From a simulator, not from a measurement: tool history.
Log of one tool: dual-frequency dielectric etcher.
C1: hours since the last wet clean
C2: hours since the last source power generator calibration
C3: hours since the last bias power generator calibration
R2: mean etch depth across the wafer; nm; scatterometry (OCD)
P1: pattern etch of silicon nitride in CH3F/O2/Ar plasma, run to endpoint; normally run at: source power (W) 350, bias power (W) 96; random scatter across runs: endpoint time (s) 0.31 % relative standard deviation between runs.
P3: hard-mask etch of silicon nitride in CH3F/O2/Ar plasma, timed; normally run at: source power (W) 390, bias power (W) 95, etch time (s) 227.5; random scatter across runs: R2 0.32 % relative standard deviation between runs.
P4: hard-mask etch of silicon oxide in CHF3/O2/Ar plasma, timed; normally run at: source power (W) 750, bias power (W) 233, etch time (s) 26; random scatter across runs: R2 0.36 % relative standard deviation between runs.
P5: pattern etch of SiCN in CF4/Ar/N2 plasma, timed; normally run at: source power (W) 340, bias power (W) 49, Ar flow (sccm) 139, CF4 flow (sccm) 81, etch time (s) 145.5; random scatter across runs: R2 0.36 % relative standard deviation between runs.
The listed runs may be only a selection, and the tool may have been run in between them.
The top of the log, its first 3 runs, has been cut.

Run 4, hour 28.3: process that ran P5, source power (W) 470, bias power (W) 49, etch time (s) 145.5, Ar flow (sccm) 139, CF4 flow (sccm) 81; C1 434.9; C2 1423.8; C3 1638.6. Result: R2 105.95 nm.
At hour 32.2: wet clean of the chamber.
Run 5, hour 33.6: process that ran P4, source power (W) 750, bias power (W) 143, etch time (s) 26; C1 1.5; C2 1429.1; C3 1643.9. Result: R2 53.097 nm.
Run 6, hour 41.9: process that ran P3, source power (W) 390, bias power (W) 130, etch time (s) 227.5; C1 9.8; C2 1437.4; C3 1652.2. Result: R2 192.53 nm.
Run 7, hour 46.3: process that ran P1, source power (W) 350, bias power (W) 96; C1 14.2; C2 1441.8; C3 1656.6. Result: endpoint time (s) 67.365.
Run 8, hour 55.7: process that ran P5, source power (W) 340, bias power (W) 49, etch time (s) 145.5, Ar flow (sccm) 89, CF4 flow (sccm) 81; C1 23.6; C2 1451.2; C3 1666. Result: R2 85.578 nm.
Run 9, hour 61.8: process that ran P3, source power (W) 390, bias power (W) 95, etch time (s) 307.5; C1 29.7; C2 1457.3; C3 1672.1. Result: R2 232.04 nm.
Run 10, hour 69.3: process that ran P1, source power (W) 350, bias power (W) 96; C1 37.2; C2 1464.8; C3 1679.6. Result: endpoint time (s) 67.629.
Run 11, hour 75.3: process that ran P1, source power (W) 350, bias power (W) 74; C1 43.2; C2 1470.8; C3 1685.6. Result: endpoint time (s) 74.462.
Run 12, hour 83.2: process that ran P1, source power (W) 350, bias power (W) 128; C1 51.1; C2 1478.7; C3 1693.5. Result: endpoint time (s) 60.64.
Run 13, hour 90.6: process that ran P4, source power (W) 460, bias power (W) 233, etch time (s) 26; C1 58.5; C2 1486.1; C3 1700.9. Result: R2 52.224 nm.
Run 14, hour 96.9: process that ran P5, source power (W) 340, bias power (W) 49, etch time (s) 145.5, Ar flow (sccm) 139, CF4 flow (sccm) 81; C1 64.8; C2 1492.4; C3 1707.2. Result: R2 79.637 nm.
Run 15, hour 105.4: process that ran P4, source power (W) 750, bias power (W) 233, etch time (s) 26; C1 73.3; C2 1500.9; C3 1715.7. Result: R2 62.288 nm.
Run 16, hour 114.6: process that ran P1, source power (W) 350, bias power (W) 96; C1 82.5; C2 1510.1; C3 1724.9. Result: endpoint time (s) 67.674.
Run 17, hour 123.6: process that ran P3, source power (W) 390, bias power (W) 95, etch time (s) 227.5; C1 91.5; C2 1519.1; C3 1733.9. Result: R2 171.22 nm.
Run 18, hour 128.4: process that ran P4, source power (W) 750, bias power (W) 233, etch time (s) 34; C1 96.3; C2 1523.9; C3 1738.7. Result: R2 82.045 nm.
Run 19, hour 134.3: process that ran P1, source power (W) 490, bias power (W) 96; C1 102.2; C2 1529.8; C3 1744.6. Result: endpoint time (s) 59.461.
Run 20, hour 141.8: process that ran P5, source power (W) 340, bias power (W) 49, etch time (s) 180.5, Ar flow (sccm) 139, CF4 flow (sccm) 81; C1 109.7; C2 1537.3; C3 1752.1. Result: R2 99.001 nm.
Run 21, hour 148.9: process that ran P5, source power (W) 340, bias power (W) 49, etch time (s) 145.5, Ar flow (sccm) 139, CF4 flow (sccm) 51; C1 116.8; C2 1544.4; C3 1759.2. Result: R2 73.232 nm.
Run 22, hour 155.6: process that ran P5, source power (W) 340, bias power (W) 49, etch time (s) 145.5, Ar flow (sccm) 139, CF4 flow (sccm) 81; C1 123.5; C2 1551.1; C3 1765.9. Result: R2 80.126 nm.

Run 23, settings as shown, results not yet in. Your forecast:
Run 23, hour 163.8: process that ran P1, source power (W) 350, bias power (W) 96; C1 131.7; C2 1559.3; C3 1774.1. Result: endpoint time (s) ?.

{"run 23": {"endpoint time (s)": 68.092}}
